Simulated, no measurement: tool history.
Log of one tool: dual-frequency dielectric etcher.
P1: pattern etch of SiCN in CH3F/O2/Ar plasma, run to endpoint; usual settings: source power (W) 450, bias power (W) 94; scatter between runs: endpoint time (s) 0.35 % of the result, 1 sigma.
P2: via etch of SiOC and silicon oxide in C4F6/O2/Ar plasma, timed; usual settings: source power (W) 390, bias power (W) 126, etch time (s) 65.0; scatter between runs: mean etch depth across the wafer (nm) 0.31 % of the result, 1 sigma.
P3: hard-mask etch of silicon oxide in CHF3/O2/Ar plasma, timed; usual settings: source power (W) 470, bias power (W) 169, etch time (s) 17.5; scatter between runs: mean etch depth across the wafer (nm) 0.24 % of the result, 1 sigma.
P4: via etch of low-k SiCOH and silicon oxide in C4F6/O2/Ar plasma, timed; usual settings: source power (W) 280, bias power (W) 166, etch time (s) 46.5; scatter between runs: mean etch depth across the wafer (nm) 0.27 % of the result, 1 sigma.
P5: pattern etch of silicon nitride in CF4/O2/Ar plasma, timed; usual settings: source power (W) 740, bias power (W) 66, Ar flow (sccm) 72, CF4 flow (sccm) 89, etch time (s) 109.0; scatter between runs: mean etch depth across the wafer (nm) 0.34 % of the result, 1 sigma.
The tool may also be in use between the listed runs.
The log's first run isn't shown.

run,hour,process that ran,source power (W),bias power (W),etch time (s),Ar flow (sccm),CF4 flow (sccm),hours since the last wet clean,hours since the last source power generator calibration,hours since the last bias power generator calibration,endpoint time (s),mean etch depth across the wafer (nm)
2,11.3,P4,280,226,46.5,,,216.0,2500.6,2262.6,,111.880
3,18.2,P3,470,123,17.5,,,222.9,2507.5,2269.5,,28.054
4,28.8,P5,740,42,109.0,72,89,233.5,2518.1,2280.1,,295.490
5,36.4,P4,280,166,25.5,,,241.1,2525.7,2287.7,,55.599
6,41.6,P2,390,126,65.0,,,246.3,2530.9,2292.9,,64.470
7,50.7,P4,200,166,46.5,,,255.4,2540.0,2302.0,,88.963
8,61.3,P3,470,169,17.5,,,266.0,2550.6,2312.6,,30.972
9,66.8,P4,280,166,46.5,,,271.5,2556.1,2318.1,,101.280
10,75.2,P1,450,94,,,,279.9,2564.5,2326.5,17.136,
11,81.9,P3,470,169,10.5,,,286.6,2571.2,2333.2,,18.494
12,87.2,P1,450,128,,,,291.9,2576.5,2338.5,15.277,
13,95.3,P3,310,169,17.5,,,300.0,2584.6,2346.6,,26.428
14,105.7,P1,450,94,,,,310.4,2595.0,2357.0,17.128,
15,114.8,P5,740,66,109.0,72,89,319.5,2604.1,2366.1,,349.150
16,120.7,P1,450,94,,,,325.4,2610.0,2372.0,17.120,
17,126.3,P5,740,66,109.0,72,72,331.0,2615.6,2377.6,,339.550
18,131.9,P1,520,122,,,,336.6,2621.2,2383.2,14.704,
19,136.9,P3,470,169,17.5,,,341.6,2626.2,2388.2,,30.852
20,146.8,P5,740,66,79.5,72,89,351.5,2636.1,2398.1,,252.820
21,151.8,P2,250,126,65.0,,,356.5,2641.1,2403.1,,53.890
22,157.7,P1,360,94,,,,362.4,2647.0,2409.0,18.617,
23,163.5,P2,390,95,65.0,,,368.2,2652.8,2414.8,,59.324

Estimate the outcome of run 24 from the log above:
# hour 169.6: source power generator calibrated
24,173.6,P5,740,66,109.0,56,89,378.3,4.1,2424.9,,?

mean etch depth across the wafer (nm): 355.490
